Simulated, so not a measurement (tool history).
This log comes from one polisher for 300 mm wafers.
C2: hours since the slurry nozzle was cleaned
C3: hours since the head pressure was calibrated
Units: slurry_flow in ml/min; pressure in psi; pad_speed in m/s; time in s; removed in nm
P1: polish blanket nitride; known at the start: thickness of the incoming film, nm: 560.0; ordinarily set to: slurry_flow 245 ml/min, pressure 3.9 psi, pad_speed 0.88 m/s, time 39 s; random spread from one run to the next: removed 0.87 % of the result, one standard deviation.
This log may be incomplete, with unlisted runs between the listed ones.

Run 1, hour 9.6: slurry_flow 245 ml/min, pressure 3.9 psi, pad_speed 0.88 m/s, time 39 s; wafers polished on this pad 466; C2 139.3; C3 439.6. Result: removed 67.923 nm.
Run 2, hour 21.1: slurry_flow 245 ml/min, pressure 3.9 psi, pad_speed 0.88 m/s, time 39 s; wafers polished on this pad 631; C2 150.8; C3 451.1. Result: removed 69.224 nm.
At hour 27.7: slurry nozzle cleaned.
Run 3, hour 27.7: slurry_flow 245 ml/min, pressure 5.4 psi, pad_speed 0.88 m/s, time 39 s; wafers polished on this pad 726; C2 0.1; C3 457.7. Result: removed 94.945 nm.
Run 4, hour 34: slurry_flow 245 ml/min, pressure 3.9 psi, pad_speed 0.88 m/s, time 39 s; wafers polished on this pad 816; C2 6.4; C3 464. Result: removed 68.789 nm.
Run 5, hour 46: slurry_flow 245 ml/min, pressure 3.9 psi, pad_speed 0.88 m/s, time 39 s; wafers polished on this pad 988; C2 18.4; C3 476. Result: removed 69.409 nm.
Run 6, hour 52.8: slurry_flow 245 ml/min, pressure 3.9 psi, pad_speed 1.2 m/s, time 39 s; wafers polished on this pad 1085; C2 25.2; C3 482.8. Result: removed 87.458 nm.
Run 7, hour 61.2: slurry_flow 245 ml/min, pressure 3.9 psi, pad_speed 0.88 m/s, time 39 s; wafers polished on this pad 1205; C2 33.6; C3 491.2. Result: removed 69.097 nm.
Run 8, hour 72.5: slurry_flow 245 ml/min, pressure 3.9 psi, pad_speed 0.88 m/s, time 53 s; wafers polished on this pad 1367; C2 44.9; C3 502.5. Result: removed 93.333 nm.
Run 9, hour 81.1: slurry_flow 145 ml/min, pressure 3.9 psi, pad_speed 0.88 m/s, time 39 s; wafers polished on this pad 1490; C2 53.5; C3 511.1. Result: removed 63.343 nm.
At hour 81.6: head pressure recalibrated.
Run 10, hour 86.8: slurry_flow 245 ml/min, pressure 3.9 psi, pad_speed 0.88 m/s, time 39 s; wafers polished on this pad 1572; C2 59.2; C3 5.3. Result: removed 68.989 nm.
Run 11, hour 98.4: slurry_flow 245 ml/min, pressure 3.9 psi, pad_speed 0.88 m/s, time 39 s; wafers polished on this pad 1738; C2 70.8; C3 16.9. Result: removed 68.418 nm.
Run 12, hour 106.2: slurry_flow 245 ml/min, pressure 3.9 psi, pad_speed 0.54 m/s, time 39 s; wafers polished on this pad 1850; C2 78.6; C3 24.7. Result: removed 47.169 nm.
Run 13, hour 116.5: slurry_flow 245 ml/min, pressure 2.3 psi, pad_speed 1.32 m/s, time 39 s; wafers polished on this pad 1997; C2 88.9; C3 35. Result: removed 56.866 nm.
Run 14, hour 129.4: slurry_flow 245 ml/min, pressure 3.9 psi, pad_speed 0.88 m/s, time 18 s; wafers polished on this pad 2182; C2 101.8; C3 47.9. Result: removed 32.106 nm.
Run 15, hour 136.3: slurry_flow 375 ml/min, pressure 3.9 psi, pad_speed 0.88 m/s, time 39 s; wafers polished on this pad 2281; C2 108.7; C3 54.8. Result: removed 71.748 nm.
Run 16, hour 143.1: slurry_flow 245 ml/min, pressure 1.8 psi, pad_speed 0.88 m/s, time 39 s; wafers polished on this pad 2378; C2 115.5; C3 61.6. Result: removed 31.768 nm.
Run 17, hour 153.9: slurry_flow 245 ml/min, pressure 3.9 psi, pad_speed 0.88 m/s, time 39 s; wafers polished on this pad 2533; C2 126.3; C3 72.4. Result: removed 69.422 nm.
Run 18, hour 159.9: slurry_flow 245 ml/min, pressure 3.9 psi, pad_speed 0.88 m/s, time 39 s; wafers polished on this pad 2619; C2 132.3; C3 78.4. Result: removed 67.93 nm.
Run 19, hour 172.1: slurry_flow 245 ml/min, pressure 3.9 psi, pad_speed 0.88 m/s, time 39 s; wafers polished on this pad 2793; C2 144.5; C3 90.6. Result: removed 66.847 nm.
Run 20, hour 178: slurry_flow 245 ml/min, pressure 3.9 psi, pad_speed 0.88 m/s, time 39 s; wafers polished on this pad 2878; C2 150.4; C3 96.5. Result: removed 65.277 nm.
At hour 184.3: worn pad replaced by a new one.
Run 21, hour 188.4: slurry_flow 245 ml/min, pressure 3.9 psi, pad_speed 0.88 m/s, time 39 s; wafers polished on this pad 59; C2 160.8; C3 106.9. Result: removed 65.858 nm.
Run 22, hour 197.5: slurry_flow 245 ml/min, pressure 3.9 psi, pad_speed 0.88 m/s, time 39 s; wafers polished on this pad 189; C2 169.9; C3 116. Result: removed 66.519 nm.
Run 23, hour 203.9: slurry_flow 245 ml/min, pressure 3.9 psi, pad_speed 0.88 m/s, time 39 s; wafers polished on this pad 281; C2 176.3; C3 122.4. Result: removed 65.917 nm.
Run 24, hour 212.6: slurry_flow 245 ml/min, pressure 3.9 psi, pad_speed 0.88 m/s, time 39 s; wafers polished on this pad 405; C2 185; C3 131.1. Result: removed 64.9 nm.
Run 25, hour 222.7: slurry_flow 245 ml/min, pressure 3.9 psi, pad_speed 0.88 m/s, time 39 s; wafers polished on this pad 550; C2 195.1; C3 141.2. Result: removed 66.024 nm.

P1 has crept away from where it was. The log is fitted equally well by each of these 2 causes, at the sizes shown:
A: slurry flow missing at the pad, % = 33.4
B: head's pressure below its setpoint, % = 5.26
Onset of the creep was near hour 153.9.
Excluded causes, each with its reason:
removal rate lost through wear of the pad, %: was serviced at hour 184.3, once the creep was under way, yet the earlier output never came back

Below are 4 check runs, each averaged over 5 wafers, with their results shown as question marks. Which of them would give clearly different results depending on which cause is behind the drift?
Run check 1, hour 232.8: slurry_flow 245 ml/min, pressure 3.9 psi, pad_speed 0.56 m/s, time 39 s. Result: removed ?.
Run check 2, hour 232.8: slurry_flow 145 ml/min, pressure 5.2 psi, pad_speed 0.88 m/s, time 39 s. Result: removed ?.
Run check 3, hour 232.8: slurry_flow 245 ml/min, pressure 3.9 psi, pad_speed 1.08 m/s, time 39 s. Result: removed ?.
Run check 4, hour 232.8: slurry_flow 245 ml/min, pressure 1.8 psi, pad_speed 0.88 m/s, time 39 s. Result: removed ?.

How each check would come out, cause by cause:
  check   result    if A    if B
check 1  removed  45.456  45.451
check 2  removed  78.158  80.809
check 3  removed  76.874  76.865
check 4  removed  30.119  30.115
Minimum pairwise separation of causes per check, each pair taken at its best-separating result: check 1 0.01 %; check 2 3.34 %; check 3 0.01 %; check 4 0.01 %
Of the check runs offered, only check 2 discriminates between the causes; the rest would read about the same regardless of which cause applies.

Then check 2 was run and gave: removed 80.153 nm. Which cause is it?

The correct cause is B, namely: head's pressure below its setpoint, %.
